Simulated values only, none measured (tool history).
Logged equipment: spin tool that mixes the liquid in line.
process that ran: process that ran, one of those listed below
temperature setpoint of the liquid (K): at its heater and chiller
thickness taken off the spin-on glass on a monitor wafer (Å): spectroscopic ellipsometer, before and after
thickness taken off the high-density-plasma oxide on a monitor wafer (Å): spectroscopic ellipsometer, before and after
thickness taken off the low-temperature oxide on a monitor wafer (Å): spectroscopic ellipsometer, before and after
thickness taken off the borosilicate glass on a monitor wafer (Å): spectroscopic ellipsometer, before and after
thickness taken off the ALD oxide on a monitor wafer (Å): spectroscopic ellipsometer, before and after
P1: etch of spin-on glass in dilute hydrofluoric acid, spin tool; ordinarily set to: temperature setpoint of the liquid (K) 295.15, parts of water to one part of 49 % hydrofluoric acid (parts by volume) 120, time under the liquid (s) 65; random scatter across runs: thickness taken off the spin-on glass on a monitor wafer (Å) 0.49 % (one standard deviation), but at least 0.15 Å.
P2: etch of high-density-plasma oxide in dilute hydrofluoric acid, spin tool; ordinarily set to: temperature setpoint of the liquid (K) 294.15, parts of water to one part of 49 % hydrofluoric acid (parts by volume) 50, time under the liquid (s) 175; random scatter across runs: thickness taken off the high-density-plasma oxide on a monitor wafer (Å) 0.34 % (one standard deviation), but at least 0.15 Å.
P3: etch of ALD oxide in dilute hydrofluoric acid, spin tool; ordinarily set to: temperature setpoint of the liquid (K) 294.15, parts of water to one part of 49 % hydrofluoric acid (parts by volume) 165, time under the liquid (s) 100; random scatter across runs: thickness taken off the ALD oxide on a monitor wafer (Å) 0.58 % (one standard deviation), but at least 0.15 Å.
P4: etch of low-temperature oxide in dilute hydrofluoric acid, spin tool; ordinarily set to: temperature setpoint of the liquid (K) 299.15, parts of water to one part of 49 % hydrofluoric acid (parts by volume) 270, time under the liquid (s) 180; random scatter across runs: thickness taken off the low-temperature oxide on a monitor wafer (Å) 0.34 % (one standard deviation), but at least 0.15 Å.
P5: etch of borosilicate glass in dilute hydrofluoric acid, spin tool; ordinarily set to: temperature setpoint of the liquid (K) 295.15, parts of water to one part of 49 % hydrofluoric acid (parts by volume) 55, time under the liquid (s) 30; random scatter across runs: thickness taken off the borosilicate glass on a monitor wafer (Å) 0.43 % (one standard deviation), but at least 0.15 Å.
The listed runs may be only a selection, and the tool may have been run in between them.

run,hour,process that ran,temperature setpoint of the liquid (K),parts of water to one part of 49 % hydrofluoric acid (parts by volume),time under the liquid (s),hours since the thermometer was replaced,hours since the hydrofluoric acid flow meter was replaced,thickness taken off the spin-on glass on a monitor wafer (Å),thickness taken off the high-density-plasma oxide on a monitor wafer (Å),thickness taken off the low-temperature oxide on a monitor wafer (Å),thickness taken off the borosilicate glass on a monitor wafer (Å),thickness taken off the ALD oxide on a monitor wafer (Å)
1,4.1,P1,295.15,120,65,847.8,221.9,132.680,,,,
2,6.9,P2,290.15,50,175,850.6,224.7,,188.42,,,
3,9.8,P4,290.65,270,180,853.5,227.6,,,130.630,,
4,13.2,P1,295.15,120,65,856.9,231.0,131.970,,,,
5,17.0,P1,295.15,120,65,860.7,234.8,133.020,,,,
6,21.3,P5,295.15,100,30,865.0,239.1,,,,63.071,
7,24.1,P2,294.15,50,175,867.8,241.9,,224.81,,,
8,26.8,P3,290.15,165,100,870.5,244.6,,,,,130.57
9,28.8,P1,295.15,120,130,872.5,246.6,266.260,,,,
10,31.5,P4,299.15,270,315,875.2,249.3,,,312.110,,
11,34.7,P1,291.15,120,65,878.4,252.5,112.310,,,,
12,38.2,P1,300.15,120,65,881.9,256.0,160.770,,,,
13,42.5,P5,290.15,55,30,886.2,260.3,,,,98.353,
14,45.2,P5,295.15,55,15,888.9,263.0,,,,60.557,
15,47.3,P3,294.15,60,100,891.0,265.1,,,,,476.54
16,49.2,P4,299.15,270,180,892.9,267.0,,,179.000,,
17,51.7,P5,295.15,55,30,895.4,269.5,,,,122.040,
18,55.7,P1,295.15,190,65,899.4,273.5,77.211,,,,
19,59.4,P2,294.15,80,175,903.1,277.2,,135.87,,,
20,63.0,P3,294.15,165,100,906.7,280.8,,,,,153.99
21,66.2,P4,299.15,485,180,909.9,284.0,,,80.849,,
22,68.6,P1,295.15,35,65,912.3,286.4,506.390,,,,
23,71.3,P1,295.15,120,15,915.0,289.1,30.379,,,,
24,73.8,P2,294.15,50,175,917.5,291.6,,224.89,,,
25,78.0,P1,295.15,120,65,921.7,295.8,132.790,,,,
26,80.5,P3,294.15,165,160,924.2,298.3,,,,,242.19
27,82.6,P1,290.65,120,120,926.3,300.4,204.000,,,,
28,86.7,P1,295.15,120,65,930.4,304.5,132.800,,,,
29,89.8,P1,295.15,120,65,933.5,307.6,131.780,,,,
30,92.4,P1,295.15,120,65,936.1,310.2,133.660,,,,
31,95.1,P2,294.15,50,255,938.8,312.9,,325.25,,,
32,97.4,P1,295.15,120,65,941.1,315.2,133.340,,,,
33,100.8,P1,295.15,120,65,944.5,318.6,136.880,,,,
34,102.9,P1,295.15,120,65,946.6,320.7,137.940,,,,
35,106.2,P1,295.15,120,65,949.9,324.0,141.970,,,,
36,110.6,P1,295.15,120,65,954.3,328.4,143.320,,,,
37,114.1,P1,295.15,120,65,957.8,331.9,144.370,,,,
38,118.5,P1,295.15,120,65,962.2,336.3,143.560,,,,
39,122.6,P1,295.15,120,65,966.3,340.4,144.830,,,,
40,125.6,P1,295.15,120,65,969.3,343.4,144.980,,,,
41,128.9,P1,295.15,120,65,972.6,346.7,144.340,,,,
42,130.9,P1,295.15,120,65,974.6,348.7,145.360,,,,

The log shows P1 creeping away from where it was. Any of the 2 causes listed here, at the size stated for it, fits the log just as well as the others:
A: liquid hotter than its thermometer reads (K) = 2.39
B: hydrofluoric acid flow above the setpoint (%) = 8.66
The drift started at roughly hour 97.4.

Listed below are the offered check runs, one wafer per run, with question marks in place of results. For which of them would the causes give clearly different outcomes?
check 1,132.9,P2,294.15,70,175,,,,?,,,
check 2,132.9,P4,299.15,475,180,,,,,?,,
check 3,132.9,P5,295.15,95,15,,,,,,?,
check 4,132.9,P3,294.15,70,100,,,,,,,?

What every check run would give for each of its results, assuming each possible cause in turn:
check,result,if A,if B
check 1,thickness taken off the high-density-plasma oxide on a monitor wafer (Å),172.06,170.60
check 2,thickness taken off the low-temperature oxide on a monitor wafer (Å),89.901,93.999
check 3,thickness taken off the borosilicate glass on a monitor wafer (Å),36.951,36.815
check 4,thickness taken off the ALD oxide on a monitor wafer (Å),440.80,437.06
Distance between the nearest two causes, measured in the result of the check that separates them most: check 1 0.85 %; check 2 4.46 %; check 3 0.37 %; check 4 0.85 %
Only check 2 tells the causes apart: in the others they would give nearly the same result.

Running check 2 produced the following: thickness taken off the low-temperature oxide on a monitor wafer (Å) 94.400. Which one of the listed causes fits?

It is B: hydrofluoric acid flow above the setpoint (%).

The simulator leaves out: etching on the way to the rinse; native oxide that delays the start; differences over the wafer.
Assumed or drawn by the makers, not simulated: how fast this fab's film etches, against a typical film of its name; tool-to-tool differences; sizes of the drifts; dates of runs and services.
